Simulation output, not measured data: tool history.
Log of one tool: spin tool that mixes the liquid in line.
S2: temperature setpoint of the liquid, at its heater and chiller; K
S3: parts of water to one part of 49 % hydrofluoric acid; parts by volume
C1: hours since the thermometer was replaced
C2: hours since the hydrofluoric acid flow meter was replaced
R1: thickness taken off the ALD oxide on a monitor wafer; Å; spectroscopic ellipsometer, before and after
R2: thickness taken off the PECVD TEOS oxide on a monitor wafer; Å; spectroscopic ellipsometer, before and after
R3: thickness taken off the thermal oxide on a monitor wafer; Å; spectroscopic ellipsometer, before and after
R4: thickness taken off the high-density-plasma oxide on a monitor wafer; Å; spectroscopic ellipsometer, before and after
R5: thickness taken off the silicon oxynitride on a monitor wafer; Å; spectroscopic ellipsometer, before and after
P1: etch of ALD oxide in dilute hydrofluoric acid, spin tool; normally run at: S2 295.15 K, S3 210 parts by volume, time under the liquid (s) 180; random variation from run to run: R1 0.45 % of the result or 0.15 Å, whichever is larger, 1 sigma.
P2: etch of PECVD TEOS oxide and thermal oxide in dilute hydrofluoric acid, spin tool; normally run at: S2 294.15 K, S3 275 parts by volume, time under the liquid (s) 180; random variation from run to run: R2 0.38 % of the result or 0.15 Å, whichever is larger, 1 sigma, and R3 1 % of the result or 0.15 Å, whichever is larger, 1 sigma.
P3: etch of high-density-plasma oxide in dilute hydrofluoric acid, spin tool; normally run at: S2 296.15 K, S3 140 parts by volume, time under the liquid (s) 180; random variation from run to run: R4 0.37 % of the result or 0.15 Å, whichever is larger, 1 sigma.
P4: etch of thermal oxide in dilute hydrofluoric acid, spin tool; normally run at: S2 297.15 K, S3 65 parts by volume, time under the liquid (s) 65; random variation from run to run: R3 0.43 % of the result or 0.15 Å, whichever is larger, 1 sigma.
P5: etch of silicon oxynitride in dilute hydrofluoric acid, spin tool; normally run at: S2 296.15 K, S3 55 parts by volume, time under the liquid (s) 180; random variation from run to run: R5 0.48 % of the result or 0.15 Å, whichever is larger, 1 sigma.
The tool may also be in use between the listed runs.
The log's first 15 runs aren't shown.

{"run": 16, "hour": 185.6, "process that ran": "P2", "S2": 294.15, "S3": 275, "time under the liquid (s)": 180, "C1": 36.7, "C2": 1630.2, "R2": 105.45, "R3": 23.166}
{"run": 17, "hour": 195.8, "process that ran": "P1", "S2": 295.15, "S3": 285, "time under the liquid (s)": 180, "C1": 46.9, "C2": 1640.4, "R1": 62.755}
{"run": 18, "hour": 208.7, "process that ran": "P1", "S2": 295.15, "S3": 210, "time under the liquid (s)": 15, "C1": 59.8, "C2": 1653.3, "R1": 7.7849}
{"run": 19, "hour": 223.9, "process that ran": "P3", "S2": 296.15, "S3": 235, "time under the liquid (s)": 180, "C1": 75.0, "C2": 1668.5, "R4": 60.5}
{"run": 20, "hour": 235.9, "process that ran": "P1", "S2": 295.15, "S3": 210, "time under the liquid (s)": 325, "C1": 87.0, "C2": 1680.5, "R1": 165.63}
{"run": 21, "hour": 252.0, "process that ran": "P3", "S2": 302.15, "S3": 140, "time under the liquid (s)": 180, "C1": 103.1, "C2": 1696.6, "R4": 142.17}
{"run": 22, "hour": 262.1, "process that ran": "P1", "S2": 295.15, "S3": 210, "time under the liquid (s)": 180, "C1": 113.2, "C2": 1706.7, "R1": 91.905}
{"run": 23, "hour": 274.0, "process that ran": "P3", "S2": 296.15, "S3": 140, "time under the liquid (s)": 335, "C1": 125.1, "C2": 1718.6, "R4": 210.22}

The next listed run, before its measurement:
{"run": 24, "hour": 282.5, "process that ran": "P1", "S2": 295.15, "S3": 210, "time under the liquid (s)": 180, "C1": 133.6, "C2": 1727.1, "R1": "?"}

Run 24 gave R1 91.5650 Å.

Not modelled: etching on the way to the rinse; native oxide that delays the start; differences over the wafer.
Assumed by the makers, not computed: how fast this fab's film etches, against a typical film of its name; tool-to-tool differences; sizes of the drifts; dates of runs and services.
